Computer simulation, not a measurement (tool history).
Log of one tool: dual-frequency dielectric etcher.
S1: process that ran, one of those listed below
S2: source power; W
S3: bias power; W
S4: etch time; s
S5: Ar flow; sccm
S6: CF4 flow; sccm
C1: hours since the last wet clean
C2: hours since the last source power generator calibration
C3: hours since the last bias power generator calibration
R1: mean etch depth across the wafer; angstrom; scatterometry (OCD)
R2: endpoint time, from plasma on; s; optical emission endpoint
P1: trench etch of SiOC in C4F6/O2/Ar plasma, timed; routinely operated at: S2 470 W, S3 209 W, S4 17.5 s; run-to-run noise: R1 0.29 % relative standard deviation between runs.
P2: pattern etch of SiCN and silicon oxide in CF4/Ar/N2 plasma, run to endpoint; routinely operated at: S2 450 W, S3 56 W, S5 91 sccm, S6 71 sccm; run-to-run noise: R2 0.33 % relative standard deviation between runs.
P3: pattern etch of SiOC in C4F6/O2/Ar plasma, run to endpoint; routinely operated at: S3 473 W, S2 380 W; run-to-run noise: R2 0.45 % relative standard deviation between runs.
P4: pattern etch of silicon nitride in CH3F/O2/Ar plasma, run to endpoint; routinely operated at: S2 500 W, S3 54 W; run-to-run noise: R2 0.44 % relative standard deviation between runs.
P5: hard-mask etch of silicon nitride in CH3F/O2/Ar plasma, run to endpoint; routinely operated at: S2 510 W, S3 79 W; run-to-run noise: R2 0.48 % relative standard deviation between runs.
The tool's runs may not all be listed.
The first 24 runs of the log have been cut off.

run   hour  S1   S2   S3    S4  S5  S6     C1      C2      C3      R1      R2
 25  377.1  P4  620   54                232.0  1771.8  2381.2          51.746
 26  395.8  P5  510   79                250.7  1790.5  2399.9          53.454
 27  413.0  P1  470  209  23.0          267.9  1807.7  2417.1  546.12
 28  423.0  P2  450   71        91  71  277.9  1817.7  2427.1          18.777
 29  433.9  P1  470  209  17.5          288.8  1828.6  2438.0  416.53
 30  450.8  P1  470  209  17.5          305.7  1845.5  2454.9  411.92
 31  463.8  P1  470  209  17.5          318.7  1858.5  2467.9  411.95
 32  475.3  P1  470  209  17.5          330.2  1870.0  2479.4  410.93
 33  486.6  P1  470  209  17.5          341.5  1881.3  2490.7  409.84
 34  498.3  P1  470  209  17.5          353.2  1893.0  2502.4  408.99
 35  510.8  P1  470  209  17.5          365.7  1905.5  2514.9  410.86
 36  524.0  P1  470  209  17.5          378.9  1918.7  2528.1  409.77
     540.1  -- wet clean of the chamber
 37  542.9  P1  470  209  17.5            2.8  1937.6  2547.0  411.82
 38  561.4  P1  470  209  17.5           21.3  1956.1  2565.5  409.38
 39  573.2  P1  470  209  17.5           33.1  1967.9  2577.3  410.07

Expected results for the next run?
 40  587.5  P1  470  209  17.5          47.4  1982.2  2591.6   ?

{"run 40": {"R1": 408.07}}
